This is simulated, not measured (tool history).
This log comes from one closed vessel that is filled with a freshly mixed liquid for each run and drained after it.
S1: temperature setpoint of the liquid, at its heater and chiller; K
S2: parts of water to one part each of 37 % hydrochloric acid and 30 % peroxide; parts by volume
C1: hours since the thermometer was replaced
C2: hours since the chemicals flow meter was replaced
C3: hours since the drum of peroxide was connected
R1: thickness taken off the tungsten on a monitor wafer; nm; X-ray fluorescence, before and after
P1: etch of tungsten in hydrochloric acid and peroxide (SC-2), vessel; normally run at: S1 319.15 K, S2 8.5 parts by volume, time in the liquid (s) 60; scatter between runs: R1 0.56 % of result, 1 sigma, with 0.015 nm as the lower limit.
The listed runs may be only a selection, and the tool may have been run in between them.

Run 1, hour 2.1: S1 319.15 K, S2 8.5 parts by volume, time in the liquid (s) 60; C1 479.8; C2 1587.2; C3 156.8. Result: R1 11.9510 nm.
Run 2, hour 6.6: S1 319.15 K, S2 4.0 parts by volume, time in the liquid (s) 60; C1 484.3; C2 1591.7; C3 161.3. Result: R1 20.9460 nm.
Run 3, hour 11.2: S1 308.15 K, S2 8.5 parts by volume, time in the liquid (s) 60; C1 488.9; C2 1596.3; C3 165.9. Result: R1 5.4662 nm.
Run 4, hour 15.7: S1 319.15 K, S2 8.5 parts by volume, time in the liquid (s) 60; C1 493.4; C2 1600.8; C3 170.4. Result: R1 11.9800 nm.
Run 5, hour 20.1: S1 319.15 K, S2 8.5 parts by volume, time in the liquid (s) 30; C1 497.8; C2 1605.2; C3 174.8. Result: R1 5.9756 nm.
Run 6, hour 22.6: S1 319.15 K, S2 4.0 parts by volume, time in the liquid (s) 95; C1 500.3; C2 1607.7; C3 177.3. Result: R1 32.7960 nm.
Run 7, hour 27.1: S1 319.15 K, S2 8.5 parts by volume, time in the liquid (s) 60; C1 504.8; C2 1612.2; C3 181.8. Result: R1 11.9200 nm.
Run 8, hour 30.9: S1 309.15 K, S2 12.0 parts by volume, time in the liquid (s) 60; C1 508.6; C2 1616.0; C3 185.6. Result: R1 4.4279 nm.
Run 9, hour 33.0: S1 319.15 K, S2 8.5 parts by volume, time in the liquid (s) 120; C1 510.7; C2 1618.1; C3 187.7. Result: R1 23.7570 nm.
Run 10, hour 36.3: S1 319.15 K, S2 8.5 parts by volume, time in the liquid (s) 60; C1 514.0; C2 1621.4; C3 191.0. Result: R1 11.8300 nm.
Run 11, hour 40.7: S1 325.65 K, S2 8.5 parts by volume, time in the liquid (s) 30; C1 518.4; C2 1625.8; C3 195.4. Result: R1 9.1468 nm.
Run 12, hour 45.4: S1 319.15 K, S2 12.5 parts by volume, time in the liquid (s) 60; C1 523.1; C2 1630.5; C3 200.1. Result: R1 8.6517 nm.
Run 13, hour 49.3: S1 319.15 K, S2 8.5 parts by volume, time in the liquid (s) 60; C1 527.0; C2 1634.4; C3 204.0. Result: R1 11.9910 nm.
Run 14, hour 51.6: S1 319.15 K, S2 8.5 parts by volume, time in the liquid (s) 60; C1 529.3; C2 1636.7; C3 206.3. Result: R1 11.8110 nm.
Run 15, hour 55.6: S1 335.15 K, S2 8.5 parts by volume, time in the liquid (s) 60; C1 533.3; C2 1640.7; C3 210.3. Result: R1 33.8610 nm.
Run 16, hour 58.1: S1 319.15 K, S2 8.5 parts by volume, time in the liquid (s) 60; C1 535.8; C2 1643.2; C3 212.8. Result: R1 11.8900 nm.
Run 17, hour 62.5: S1 319.15 K, S2 8.5 parts by volume, time in the liquid (s) 60; C1 540.2; C2 1647.6; C3 217.2. Result: R1 12.4410 nm.
Run 18, hour 64.9: S1 319.15 K, S2 8.5 parts by volume, time in the liquid (s) 60; C1 542.6; C2 1650.0; C3 219.6. Result: R1 12.4520 nm.
Run 19, hour 67.4: S1 319.15 K, S2 8.5 parts by volume, time in the liquid (s) 60; C1 545.1; C2 1652.5; C3 222.1. Result: R1 12.5670 nm.
Run 20, hour 71.5: S1 319.15 K, S2 8.5 parts by volume, time in the liquid (s) 60; C1 549.2; C2 1656.6; C3 226.2. Result: R1 12.6980 nm.
Run 21, hour 74.8: S1 319.15 K, S2 8.5 parts by volume, time in the liquid (s) 60; C1 552.5; C2 1659.9; C3 229.5. Result: R1 12.9490 nm.
Run 22, hour 77.5: S1 319.15 K, S2 8.5 parts by volume, time in the liquid (s) 60; C1 555.2; C2 1662.6; C3 232.2. Result: R1 12.7790 nm.
Run 23, hour 81.2: S1 319.15 K, S2 8.5 parts by volume, time in the liquid (s) 60; C1 558.9; C2 1666.3; C3 235.9. Result: R1 12.9000 nm.
Run 24, hour 83.5: S1 319.15 K, S2 8.5 parts by volume, time in the liquid (s) 60; C1 561.2; C2 1668.6; C3 238.2. Result: R1 12.8980 nm.
Run 25, hour 87.4: S1 319.15 K, S2 8.5 parts by volume, time in the liquid (s) 60; C1 565.1; C2 1672.5; C3 242.1. Result: R1 12.8760 nm.
Run 26, hour 91.0: S1 319.15 K, S2 8.5 parts by volume, time in the liquid (s) 60; C1 568.7; C2 1676.1; C3 245.7. Result: R1 12.9830 nm.

What P1 gives has crept away from where it was. These 2 causes fit the log equally well, each at the size given:
A: chemicals flow above the setpoint (%) = 10.8
B: liquid hotter than its thermometer reads (K) = 1.21
The drift started at roughly hour 58.1.
Other possible causes, and why each is ruled out:
peroxide weaker than its label (%): limited to 8, which would change R1 by -7.3 %, either short of the creep or opposite in sign

Which of the check runs below tells the causes apart, meaning the causes would give it clearly different results? Each run uses 5 wafers whose results are averaged, and each result is shown as a question mark.
Run check 1, hour 94.6: S1 308.15 K, S2 4.0 parts by volume, time in the liquid (s) 60. Result: R1 ?.
Run check 2, hour 94.6: S1 319.15 K, S2 11.0 parts by volume, time in the liquid (s) 60. Result: R1 ?.
Run check 3, hour 94.6: S1 308.15 K, S2 8.5 parts by volume, time in the liquid (s) 30. Result: R1 ?.
Run check 4, hour 94.6: S1 319.15 K, S2 12.0 parts by volume, time in the liquid (s) 60. Result: R1 ?.

Predicted outcomes, by check and by cause:
  check  result     if A     if B
check 1      R1  10.2170  10.4350
check 2      R1  10.4690  10.4310
check 3      R1   2.9632   2.9815
check 4      R1   9.7333   9.6860
Minimum pairwise separation of causes per check, each pair taken at its best-separating result: check 1 2.12 %; check 2 0.37 %; check 3 0.61 %; check 4 0.49 %
The causes can be told apart only by check 1. The other checks would give nearly the same results under each of them.

Running check 1 produced the following: R1 10.2060 nm. Which one of the listed causes fits?

The correct cause is A, namely: chemicals flow above the setpoint (%).
